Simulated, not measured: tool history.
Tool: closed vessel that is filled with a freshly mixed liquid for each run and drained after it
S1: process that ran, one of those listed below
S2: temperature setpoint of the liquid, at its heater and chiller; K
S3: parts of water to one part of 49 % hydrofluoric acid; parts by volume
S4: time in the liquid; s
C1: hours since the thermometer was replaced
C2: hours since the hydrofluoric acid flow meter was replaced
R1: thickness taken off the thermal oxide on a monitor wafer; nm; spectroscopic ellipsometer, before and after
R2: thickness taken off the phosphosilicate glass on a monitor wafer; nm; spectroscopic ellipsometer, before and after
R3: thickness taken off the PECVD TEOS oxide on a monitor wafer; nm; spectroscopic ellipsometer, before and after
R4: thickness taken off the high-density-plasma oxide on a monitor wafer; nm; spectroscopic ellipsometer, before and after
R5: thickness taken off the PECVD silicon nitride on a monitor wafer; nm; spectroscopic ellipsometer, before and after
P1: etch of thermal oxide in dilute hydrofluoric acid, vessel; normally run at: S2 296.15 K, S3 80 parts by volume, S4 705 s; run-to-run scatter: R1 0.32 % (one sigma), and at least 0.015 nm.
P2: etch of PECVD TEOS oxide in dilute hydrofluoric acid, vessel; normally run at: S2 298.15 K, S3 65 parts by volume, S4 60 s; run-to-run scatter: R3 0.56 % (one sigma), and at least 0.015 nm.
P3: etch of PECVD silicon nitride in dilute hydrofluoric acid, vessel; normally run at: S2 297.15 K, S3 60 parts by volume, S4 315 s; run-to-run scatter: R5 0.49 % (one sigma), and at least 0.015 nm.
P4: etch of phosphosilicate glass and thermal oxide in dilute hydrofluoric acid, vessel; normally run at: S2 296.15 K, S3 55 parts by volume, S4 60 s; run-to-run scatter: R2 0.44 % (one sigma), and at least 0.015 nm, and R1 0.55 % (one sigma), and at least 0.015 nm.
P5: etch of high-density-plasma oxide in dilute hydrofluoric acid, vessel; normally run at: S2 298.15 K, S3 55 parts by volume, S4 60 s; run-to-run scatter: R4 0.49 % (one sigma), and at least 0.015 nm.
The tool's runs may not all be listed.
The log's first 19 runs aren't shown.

run   hour  S1      S2   S3   S4     C1     C2       R1       R2      R3       R4       R5
 20   93.7  P2  291.65   65   60  211.0  808.0                    11.480
 21   99.3  P2  298.15   25   60  216.6  813.6                    40.885
 22  102.4  P1  300.65   80  705  219.7  816.7  48.1540
 23  107.7  P3  290.15   60  315  225.0  822.0                                     11.4230
 24  113.4  P4  296.15   55   60  230.7  827.7   5.1858  140.030
 25  119.1  P5  298.15   20   60  236.4  833.4                            17.7720
 26  123.0  P4  296.15   55   30  240.3  837.3   2.5996   70.391
 27  128.1  P4  290.15   55   60  245.4  842.4   3.9967  108.710
 28  131.4  P1  296.15   80  705  248.7  845.7  40.4200
 29  135.4  P1  296.15  135  705  252.7  849.7  22.4900
 30  140.9  P1  296.15   80  705  258.2  855.2  40.1020
 31  145.2  P3  297.15   60   30  262.5  859.5                                      1.7506
 32  149.0  P1  296.15   80  705  266.3  863.3  40.2850
 33  155.0  P1  296.15   80  705  272.3  869.3  41.5040
 34  157.9  P1  296.15   80  705  275.2  872.2  41.9520
 35  163.7  P1  296.15   80  705  281.0  878.0  42.1590
 36  170.0  P1  296.15   80  705  287.3  884.3  42.5300
 37  175.7  P1  296.15   80  705  293.0  890.0  42.4890
 38  179.5  P1  296.15   80  705  296.8  893.8  42.8740
 39  185.1  P1  296.15   80  705  302.4  899.4  42.9100

The next listed run, before its measurement:
 40  189.1  P1  296.15  80  705  306.4  903.4   ?

{"run 40": {"R1": 42.667}}
